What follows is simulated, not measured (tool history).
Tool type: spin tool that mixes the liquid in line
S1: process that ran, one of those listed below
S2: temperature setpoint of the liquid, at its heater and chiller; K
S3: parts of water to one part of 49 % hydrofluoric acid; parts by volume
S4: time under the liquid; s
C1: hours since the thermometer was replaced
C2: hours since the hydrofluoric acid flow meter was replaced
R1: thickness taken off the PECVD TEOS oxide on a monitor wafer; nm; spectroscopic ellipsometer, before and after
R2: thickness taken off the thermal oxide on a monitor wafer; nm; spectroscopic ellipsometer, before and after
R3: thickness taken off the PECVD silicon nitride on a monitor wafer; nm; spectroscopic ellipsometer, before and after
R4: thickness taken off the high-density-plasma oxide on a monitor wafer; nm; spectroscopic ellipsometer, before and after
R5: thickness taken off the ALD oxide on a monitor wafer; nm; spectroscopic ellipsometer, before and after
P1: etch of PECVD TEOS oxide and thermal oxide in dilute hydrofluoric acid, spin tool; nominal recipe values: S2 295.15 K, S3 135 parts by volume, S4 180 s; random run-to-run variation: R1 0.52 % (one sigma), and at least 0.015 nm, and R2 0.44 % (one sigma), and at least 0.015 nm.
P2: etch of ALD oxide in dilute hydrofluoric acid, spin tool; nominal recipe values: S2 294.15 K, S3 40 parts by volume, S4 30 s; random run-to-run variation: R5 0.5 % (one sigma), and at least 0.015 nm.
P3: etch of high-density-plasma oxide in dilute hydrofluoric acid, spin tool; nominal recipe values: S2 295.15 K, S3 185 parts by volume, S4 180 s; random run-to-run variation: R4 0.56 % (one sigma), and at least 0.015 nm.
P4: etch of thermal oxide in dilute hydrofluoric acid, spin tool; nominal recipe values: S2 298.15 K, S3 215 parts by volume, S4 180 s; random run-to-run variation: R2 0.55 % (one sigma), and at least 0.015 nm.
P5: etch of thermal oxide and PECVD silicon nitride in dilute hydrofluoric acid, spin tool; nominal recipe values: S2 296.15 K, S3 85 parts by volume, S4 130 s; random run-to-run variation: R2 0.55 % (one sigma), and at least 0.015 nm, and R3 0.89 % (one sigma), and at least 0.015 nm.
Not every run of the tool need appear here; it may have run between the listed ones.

run	hour	S1	S2	S3	S4	C1	C2	R1	R2	R3	R4	R5
1	3.9	P1	295.15	135	180	772.3	229.1	15.045	5.882			
2	9	P5	296.15	150	130	777.4	234.2		3.5314	1.4508		
3	13.8	P3	295.15	120	180	782.2	239				8.9069	
4	16.9	P1	295.15	135	180	785.3	242.1	14.987	5.8495			
5	21.9	P3	295.15	185	25	790.3	247.1				0.757	
6	27.5	P1	295.15	35	340	795.9	252.7	123.62	48.367			
7	30.5	P1	299.65	80	180	798.9	255.7	32.381	12.73			
8	33.9	P2	294.15	70	30	802.3	259.1					7.0977
9	38.7	P5	296.15	85	130	807.1	263.9		6.6795	2.53		
10	43.3	P1	295.15	35	265	811.7	268.5	96.307	37.612			
11	47.3	P1	295.15	135	270	815.7	272.5	22.34	8.8541			
12	50.7	P2	301.15	40	30	819.1	275.9					16.861
13	55.8	P1	300.65	135	180	824.2	281	18.637	7.3204			
14	61.4	P4	298.15	215	360	829.8	286.6		7.5609			
15	67	P2	294.15	40	15	835.4	292.2					6.4094
16	73	P2	294.15	40	30	841.4	298.2					12.716
17	76.9	P3	303.15	185	180	845.3	302.1				7.2923	
18	79.8	P1	295.15	135	80	848.2	305	6.6577	2.5814			
19	85.7	P1	295.15	240	180	854.1	310.9	7.5809	2.9424			
20	89.3	P1	295.15	135	180	857.7	314.5	15.154	5.911			
21	93.9	P1	295.15	40	180	862.3	319.1	56.736	22.17			
22	99.5	P5	296.15	85	215	867.9	324.7		11.009	4.1612		
23	102.8	P1	290.15	135	180	871.2	328	12.313	4.8209			
24	107.9	P1	295.15	135	180	876.3	333.1	15.059	5.9582			
25	113.8	P4	298.15	45	180	882.2	339		22.225			
26	117.9	P4	298.15	215	180	886.3	343.1		3.8154			
27	123.1	P3	295.15	185	180	891.5	348.3				5.4444	
28	127.6	P1	295.15	135	180	896	352.8	14.955	5.9297			
29	133.6	P1	295.15	135	180	902	358.8	15.024	5.9287			
30	136.6	P5	291.65	85	130	905	361.8		5.4987	1.8819		
31	140.2	P4	306.15	215	180	908.6	365.4		4.9631			
32	146.4	P1	295.15	135	180	914.8	371.6	15.212	5.917			
33	149.7	P1	295.15	135	180	918.1	374.9	14.756	5.8255			
34	155.9	P1	295.15	135	180	924.3	381.1	14.558	5.7236			
35	162	P1	295.15	135	180	930.4	387.2	14.313	5.6471			
36	166.7	P1	295.15	135	180	935.1	391.9	14.277	5.5992			
37	172.4	P1	295.15	135	180	940.8	397.6	14.342	5.6159			
38	176.1	P1	295.15	135	180	944.5	401.3	14.347	5.5555			
39	179.8	P1	295.15	135	180	948.2	405	14.273	5.5948			
40	184.1	P1	295.15	135	180	952.5	409.3	14.112	5.5357			
41	186.8	P1	295.15	135	180	955.2	412	14.302	5.5886			
42	191.9	P1	295.15	135	180	960.3	417.1	14.219	5.5514			

P1 no longer gives what it gave before; its output has crept away from where it was. The following 2 causes, each at its listed size, fit the log equally well:
A: liquid colder than its thermometer reads (K) = 1.47
B: hydrofluoric acid flow below the setpoint (%) = 4.93
The onset of the drift is placed at about hour 146.4.

Below are 4 check runs, each averaged over 5 wafers, with their results shown as question marks. Which of them would give clearly different results depending on which cause is behind the drift?
check 1	197	P4	303.15	110	180				?			
check 2	197	P5	292.65	115	130				?	?		
check 3	197	P3	295.15	130	95						?	
check 4	197	P2	294.15	65	15							?

What each check would give under each cause:
check	result	if A	if B
check 1	R2	9.5608	9.5284
check 2	R2	3.9017	3.9156
check 2	R3	1.3339	1.4042
check 3	R4	4.0542	4.0561
check 4	R5	3.5882	3.6136
How far apart the two closest causes lie, in the result that separates them most: check 1 0.34 %; check 2 5.13 %; check 3 0.05 %; check 4 0.71 %
Check 2 distinguishes between the causes, while the remaining checks would return nearly the same result for all of them.

Check 2 has now been run. It gave: R2 3.888 nm; R3 1.4132 nm. Which of the candidate causes is it?

It is B: hydrofluoric acid flow below the setpoint (%).
